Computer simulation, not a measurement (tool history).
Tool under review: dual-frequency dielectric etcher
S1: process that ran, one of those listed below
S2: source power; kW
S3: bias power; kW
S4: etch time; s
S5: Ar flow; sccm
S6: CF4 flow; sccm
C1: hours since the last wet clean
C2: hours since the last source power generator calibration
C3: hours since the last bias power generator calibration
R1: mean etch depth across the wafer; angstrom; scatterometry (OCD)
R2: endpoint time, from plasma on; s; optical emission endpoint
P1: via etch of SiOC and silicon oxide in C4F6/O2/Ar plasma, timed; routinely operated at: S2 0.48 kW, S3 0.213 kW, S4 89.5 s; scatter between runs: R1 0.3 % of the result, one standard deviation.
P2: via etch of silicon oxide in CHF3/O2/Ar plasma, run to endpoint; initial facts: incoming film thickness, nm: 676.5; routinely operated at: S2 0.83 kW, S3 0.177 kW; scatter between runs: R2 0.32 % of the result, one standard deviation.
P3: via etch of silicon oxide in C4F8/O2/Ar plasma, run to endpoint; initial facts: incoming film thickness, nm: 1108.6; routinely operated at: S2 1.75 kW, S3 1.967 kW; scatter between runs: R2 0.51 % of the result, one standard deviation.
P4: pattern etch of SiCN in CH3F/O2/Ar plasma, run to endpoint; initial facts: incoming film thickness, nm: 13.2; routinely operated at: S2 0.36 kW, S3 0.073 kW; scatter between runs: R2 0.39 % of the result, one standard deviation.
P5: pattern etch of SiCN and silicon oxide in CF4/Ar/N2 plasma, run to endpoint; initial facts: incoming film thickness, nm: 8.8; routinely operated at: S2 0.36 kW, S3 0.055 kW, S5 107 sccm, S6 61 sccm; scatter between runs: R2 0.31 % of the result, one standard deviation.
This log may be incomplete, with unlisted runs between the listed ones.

run	hour	S1	S2	S3	S4	S5	S6	C1	C2	C3	R1	R2
1	9.4	P1	0.48	0.213	89.5			103.6	684.5	1965.2	1121.6	
2	25.6	P1	0.58	0.213	89.5			119.8	700.7	1981.4	1199.8	
3	41.1	P1	0.48	0.154	89.5			135.3	716.2	1996.9	1002.7	
# hour 55: source power generator calibrated
4	56.2	P1	0.48	0.213	89.5			150.4	1.2	2012	1122.1	
5	71.6	P3	1.75	1.967				165.8	16.6	2027.4		228.83
6	81.3	P3	2.44	1.967				175.5	26.3	2037.1		201.19
7	91	P4	0.5	0.073				185.2	36	2046.8		31.581
8	102.3	P5	0.36	0.055		107	61	196.5	47.3	2058.1		14.459
9	111.1	P1	0.48	0.285	89.5			205.3	56.1	2066.9	1240	
10	126.7	P5	0.23	0.055		107	61	220.9	71.7	2082.5		21.536
11	135.4	P3	1.75	1.967				229.6	80.4	2091.2		229.2
12	146.5	P1	0.48	0.213	89.5			240.7	91.5	2102.3	1121.4	
13	154.6	P1	0.48	0.213	89.5			248.8	99.6	2110.4	1117.6	
14	169.5	P1	0.48	0.27	68			263.7	114.5	2125.3	917.76	
15	180.6	P4	0.36	0.073				274.8	125.6	2136.4		35.642
16	191.3	P2	0.53	0.177				285.5	136.3	2147.1		351.21
17	205.7	P4	0.36	0.073				299.9	150.7	2161.5		35.727
18	214.5	P1	0.66	0.293	89.5			308.7	159.5	2170.3	1407	
19	223.4	P2	0.83	0.232				317.6	168.4	2179.2		270.34
20	234.3	P1	0.48	0.213	58.5			328.5	179.3	2190.1	732.77	
21	247.6	P3	1.75	1.483				341.8	192.6	2203.4		249.22
22	255.6	P1	0.48	0.213	89.5			349.8	200.6	2211.4	1123.2	
23	272.2	P1	0.48	0.213	122.5			366.4	217.2	2228	1540.1	
24	285	P5	0.36	0.037		107	61	379.2	230	2240.8		16.449
25	297	P4	0.36	0.093				391.2	242	2252.8		32.671
26	306.5	P5	0.36	0.055		64	61	400.7	251.5	2262.3		13.405
27	318.4	P2	0.83	0.177				412.6	263.4	2274.2		295.39
28	331.8	P1	0.48	0.275	67.5			426	276.8	2287.6	923.16	
29	340.5	P2	0.83	0.177				434.7	285.5	2296.3		295.46
30	353.5	P1	0.3	0.213	89.5			447.7	298.5	2309.3	932.82	
31	369.2	P5	0.36	0.055		107	75	463.4	314.2	2325		13.981
32	386.2	P1	0.48	0.213	89.5			480.4	331.2	2342	1113.8	
33	404	P1	0.48	0.213	89.5			498.2	349	2359.8	1111.4	
34	412	P1	0.48	0.213	89.5			506.2	357	2367.8	1103.9	
35	423.8	P1	0.48	0.213	89.5			518	368.8	2379.6	1110.1	
36	438.7	P1	0.48	0.213	89.5			532.9	383.7	2394.5	1097.8	
37	449.6	P1	0.48	0.213	89.5			543.8	394.6	2405.4	1108.8	
# hour 459.5: wet clean of the chamber
38	459.8	P1	0.48	0.213	89.5			0.3	404.8	2415.6	1105.5	
39	471.5	P1	0.48	0.213	89.5			12	416.5	2427.3	1104.6	
40	486.5	P1	0.48	0.213	89.5			27	431.5	2442.3	1101.6	

What P1 gives has crept off from where it sat before. The 2 causes that follow fit the log equally well, each at the size noted:
A: bias power that arrives under what is set, % = 4.52
B: source power that arrives under what is set, % = 3.86
The creep began at about hour 386.2.
Every other cause this tool's parts could produce, and why it does not fit the log:
chamber walls in a state that lowers the etch rate, %: serviced at hour 459.5, after the change had begun; the process did not return to its earlier output

4 check runs are offered, each on 2 wafers whose results are averaged, their results left as question marks. Which one tells the causes apart?
check 1	501.5	P4	0.49	0.073								?
check 2	501.5	P3	2.41	1.556								?
check 3	501.5	P5	0.36	0.055		80	61					?
check 4	501.5	P2	0.55	0.212								?

How each check would come out, cause by cause:
check	result	if A	if B
check 1	R2	32.347	32.308
check 2	R2	219.24	220.08
check 3	R2	13.988	14.275
check 4	R2	330.01	329.62
Minimum pairwise separation of causes per check, each pair taken at its best-separating result: check 1 0.12 %; check 2 0.38 %; check 3 2.03 %; check 4 0.12 %
The causes can be told apart only by check 3. The other checks would give nearly the same results under each of them.

Then check 3 was run and gave: R2 14.028 s. Which cause is it?

It was cause A: bias power that arrives under what is set, %.

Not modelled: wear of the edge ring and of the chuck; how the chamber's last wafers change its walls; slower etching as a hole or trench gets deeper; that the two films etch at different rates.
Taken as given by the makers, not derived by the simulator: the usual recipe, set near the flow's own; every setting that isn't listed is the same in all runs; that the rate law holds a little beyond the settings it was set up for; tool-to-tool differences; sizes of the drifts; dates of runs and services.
